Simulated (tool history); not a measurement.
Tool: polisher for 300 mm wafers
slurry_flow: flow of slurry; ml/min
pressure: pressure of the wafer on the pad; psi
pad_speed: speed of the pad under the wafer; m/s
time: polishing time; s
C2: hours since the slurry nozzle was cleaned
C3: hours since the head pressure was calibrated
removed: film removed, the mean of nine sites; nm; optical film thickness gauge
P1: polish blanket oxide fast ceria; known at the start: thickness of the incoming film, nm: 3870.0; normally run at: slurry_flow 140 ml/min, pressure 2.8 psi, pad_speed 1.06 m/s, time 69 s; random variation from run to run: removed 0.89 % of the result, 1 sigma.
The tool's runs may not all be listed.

Run 1, hour 11.7: slurry_flow 140 ml/min, pressure 2.8 psi, pad_speed 1.06 m/s, time 69 s; wafers polished on this pad 1092; C2 112.3; C3 236.6. Result: removed 983.93 nm.
Run 2, hour 19.1: slurry_flow 140 ml/min, pressure 2.8 psi, pad_speed 1.06 m/s, time 69 s; wafers polished on this pad 1188; C2 119.7; C3 244.0. Result: removed 974.41 nm.
Run 3, hour 35.8: slurry_flow 140 ml/min, pressure 3.7 psi, pad_speed 1.06 m/s, time 102 s; wafers polished on this pad 1406; C2 136.4; C3 260.7. Result: removed 1916.90 nm.
Run 4, hour 52.2: slurry_flow 140 ml/min, pressure 2.8 psi, pad_speed 1.54 m/s, time 69 s; wafers polished on this pad 1620; C2 152.8; C3 277.1. Result: removed 1443.30 nm.
Run 5, hour 63.0: slurry_flow 190 ml/min, pressure 2.8 psi, pad_speed 1.06 m/s, time 69 s; wafers polished on this pad 1761; C2 163.6; C3 287.9. Result: removed 1033.40 nm.
Run 6, hour 76.9: slurry_flow 140 ml/min, pressure 2.8 psi, pad_speed 1.06 m/s, time 69 s; wafers polished on this pad 1942; C2 177.5; C3 301.8. Result: removed 974.23 nm.
Run 7, hour 87.7: slurry_flow 140 ml/min, pressure 2.8 psi, pad_speed 1.06 m/s, time 69 s; wafers polished on this pad 2082; C2 188.3; C3 312.6. Result: removed 975.85 nm.
Run 8, hour 102.5: slurry_flow 140 ml/min, pressure 2.8 psi, pad_speed 1.06 m/s, time 107 s; wafers polished on this pad 2275; C2 203.1; C3 327.4. Result: removed 1531.50 nm.
Run 9, hour 115.2: slurry_flow 110 ml/min, pressure 3.6 psi, pad_speed 1.06 m/s, time 69 s; wafers polished on this pad 2441; C2 215.8; C3 340.1. Result: removed 1201.90 nm.
Run 10, hour 123.4: slurry_flow 140 ml/min, pressure 2.8 psi, pad_speed 0.70 m/s, time 69 s; wafers polished on this pad 2548; C2 224.0; C3 348.3. Result: removed 643.52 nm.
Run 11, hour 130.9: slurry_flow 140 ml/min, pressure 2.8 psi, pad_speed 1.06 m/s, time 69 s; wafers polished on this pad 2646; C2 231.5; C3 355.8. Result: removed 976.41 nm.
Run 12, hour 146.9: slurry_flow 140 ml/min, pressure 2.8 psi, pad_speed 1.06 m/s, time 69 s; wafers polished on this pad 2854; C2 247.5; C3 371.8. Result: removed 989.80 nm.
Run 13, hour 162.7: slurry_flow 95 ml/min, pressure 2.8 psi, pad_speed 1.06 m/s, time 69 s; wafers polished on this pad 3060; C2 263.3; C3 387.6. Result: removed 879.17 nm.
Run 14, hour 179.2: slurry_flow 140 ml/min, pressure 2.8 psi, pad_speed 1.06 m/s, time 31 s; wafers polished on this pad 3275; C2 279.8; C3 404.1. Result: removed 440.21 nm.
Run 15, hour 187.2: slurry_flow 140 ml/min, pressure 1.4 psi, pad_speed 1.06 m/s, time 69 s; wafers polished on this pad 3380; C2 287.8; C3 412.1. Result: removed 491.16 nm.

Forecast run 16:
Run 16, hour 203.8: slurry_flow 140 ml/min, pressure 4.2 psi, pad_speed 1.06 m/s, time 69 s; wafers polished on this pad 3596; C2 304.4; C3 428.7. Result: removed ?.

Run 16 gave removed 1472.70 nm.
